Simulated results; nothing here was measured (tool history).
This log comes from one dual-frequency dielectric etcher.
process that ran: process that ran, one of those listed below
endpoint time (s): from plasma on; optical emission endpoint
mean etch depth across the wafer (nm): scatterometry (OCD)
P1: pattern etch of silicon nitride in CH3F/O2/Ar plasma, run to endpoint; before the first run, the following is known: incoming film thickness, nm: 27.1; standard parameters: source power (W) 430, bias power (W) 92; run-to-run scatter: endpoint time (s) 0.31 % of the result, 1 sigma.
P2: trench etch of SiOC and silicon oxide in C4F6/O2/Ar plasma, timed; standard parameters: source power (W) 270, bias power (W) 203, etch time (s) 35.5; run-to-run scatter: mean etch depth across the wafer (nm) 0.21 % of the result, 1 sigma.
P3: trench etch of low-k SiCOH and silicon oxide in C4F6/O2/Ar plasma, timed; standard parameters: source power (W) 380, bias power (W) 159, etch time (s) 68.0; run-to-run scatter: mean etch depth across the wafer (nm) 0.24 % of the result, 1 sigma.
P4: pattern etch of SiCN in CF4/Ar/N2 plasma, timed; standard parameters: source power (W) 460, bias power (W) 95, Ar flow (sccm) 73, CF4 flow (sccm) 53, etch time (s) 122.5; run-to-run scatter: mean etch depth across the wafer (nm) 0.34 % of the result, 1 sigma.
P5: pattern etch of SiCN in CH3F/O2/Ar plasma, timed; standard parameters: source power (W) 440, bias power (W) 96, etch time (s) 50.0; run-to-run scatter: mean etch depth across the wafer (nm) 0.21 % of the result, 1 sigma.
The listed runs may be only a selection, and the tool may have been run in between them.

run	hour	process that ran	source power (W)	bias power (W)	etch time (s)	Ar flow (sccm)	CF4 flow (sccm)	hours since the last wet clean	hours since the last source power generator calibration	hours since the last bias power generator calibration	endpoint time (s)	mean etch depth across the wafer (nm)
1	5.8	P1	430	92				231.5	1414.0	2772.3	34.218	
2	15.8	P1	580	60				241.5	1424.0	2782.3	35.486	
3	20.5	P5	440	96	50.0			246.2	1428.7	2787.0		21.917
4	28.8	P3	450	159	68.0			254.5	1437.0	2795.3		222.720
5	37.6	P4	460	95	122.5	73	53	263.3	1445.8	2804.1		119.790
6	48.1	P1	330	92				273.8	1456.3	2814.6	37.929	
7	55.3	P2	270	203	35.5			281.0	1463.5	2821.8		61.820
8	63.7	P1	430	92				289.4	1471.9	2830.2	34.322	
9	70.3	P1	590	92				296.0	1478.5	2836.8	30.390	
10	79.9	P1	430	92				305.6	1488.1	2846.4	34.054	
11	85.1	P4	460	95	122.5	73	53	310.8	1493.3	2851.6		119.730
12	92.4	P4	260	95	122.5	73	53	318.1	1500.6	2858.9		72.941
13	100.5	P5	440	133	50.0			326.2	1508.7	2867.0		24.863
14	105.8	P1	430	92				331.5	1514.0	2872.3	34.289	
15	114.0	P4	460	125	122.5	73	53	339.7	1522.2	2880.5		133.220
16	120.2	P5	440	96	38.0			345.9	1528.4	2886.7		16.736
17	130.6	P5	440	96	50.0			356.3	1538.8	2897.1		21.923
18	139.6	P2	200	203	35.5			365.3	1547.8	2906.1		55.148
19	146.6	P3	380	192	68.0			372.3	1554.8	2913.1		221.260
20	152.9	P1	430	92				378.6	1561.1	2919.4	34.275	
21	158.1	P2	270	203	35.5			383.8	1566.3	2924.6		61.915
22	164.3	P4	460	95	89.0	73	53	390.0	1572.5	2930.8		87.194
23	173.7	P1	430	61				399.4	1581.9	2940.2	39.494	
24	179.8	P4	460	95	122.5	73	74	405.5	1588.0	2946.3		124.710
25	188.8	P2	270	125	35.5			414.5	1597.0	2955.3		52.956
26	199.3	P2	270	203	27.0			425.0	1607.5	2965.8		46.940
27	207.3	P1	550	60				433.0	1615.5	2973.8	36.256	
28	213.3	P4	460	95	122.5	101	53	439.0	1621.5	2979.8		114.330
29	223.9	P1	430	92				449.6	1632.1	2990.4	34.247	
30	233.3	P1	430	92				459.0	1641.5	2999.8	34.393	
31	244.0	P3	380	159	68.0			469.7	1652.2	3010.5		208.270
32	250.8	P3	380	159	88.5			476.5	1659.0	3017.3		270.880
33	259.9	P5	560	96	50.0			485.6	1668.1	3026.4		23.953
34	269.8	P1	430	128				495.5	1678.0	3036.3	30.334	
35	276.4	P1	430	92				502.1	1684.6	3042.9	34.312	
36	286.7	P1	430	92				512.4	1694.9	3053.2	33.997	
37	297.1	P1	430	92				522.8	1705.3	3063.6	33.772	
38	302.2	P1	430	92				527.9	1710.4	3068.7	33.798	
39	307.4	P1	430	92				533.1	1715.6	3073.9	33.862	
40	316.1	P1	430	92				541.8	1724.3	3082.6	33.720	
41	321.0	P1	430	92				546.7	1729.2	3087.5	33.742	
# hour 321.7: wet clean of the chamber
42	326.4	P1	430	92				4.8	1734.6	3092.9	33.865	
43	333.0	P1	430	92				11.4	1741.2	3099.5	33.849	
44	342.1	P1	430	92				20.5	1750.3	3108.6	33.830	

The log shows P1 creeping away from where it was. Any of the 2 causes listed here, at the size stated for it, fits the log just as well as the others:
A: bias power that arrives over what is set, % = 4.38
B: source power that arrives over what is set, % = 4.22
The onset of the drift is placed at about hour 276.4.
Ruled out, with reasons:
chamber walls in a state that raises the etch rate, %: serviced after onset, at hour 321.7, with no recovery of the prior output

Of the 4 check runs below, each run on 2 wafers with the results averaged and each result still a question mark, which one would tell the listed causes apart?
check 1	351.2	P4	460	95	122.5	73	53					?
check 2	351.2	P3	380	159	68.0							?
check 3	351.2	P2	270	203	35.5							?
check 4	351.2	P5	440	96	50.0							?

Outcome of each check run for each possible cause:
check	result	if A	if B
check 1	mean etch depth across the wafer (nm)	121.760	124.280
check 2	mean etch depth across the wafer (nm)	210.800	211.420
check 3	mean etch depth across the wafer (nm)	62.736	62.830
check 4	mean etch depth across the wafer (nm)	22.290	22.275
How far apart the two closest causes lie, in the result that separates them most: check 1 2.05 %; check 2 0.29 %; check 3 0.15 %; check 4 0.07 %
The causes can be told apart only by check 1. The other checks would give nearly the same results under each of them.

Running check 1 produced the following: mean etch depth across the wafer (nm) 121.490. Which one of the listed causes fits?

It is A: bias power that arrives over what is set, %.
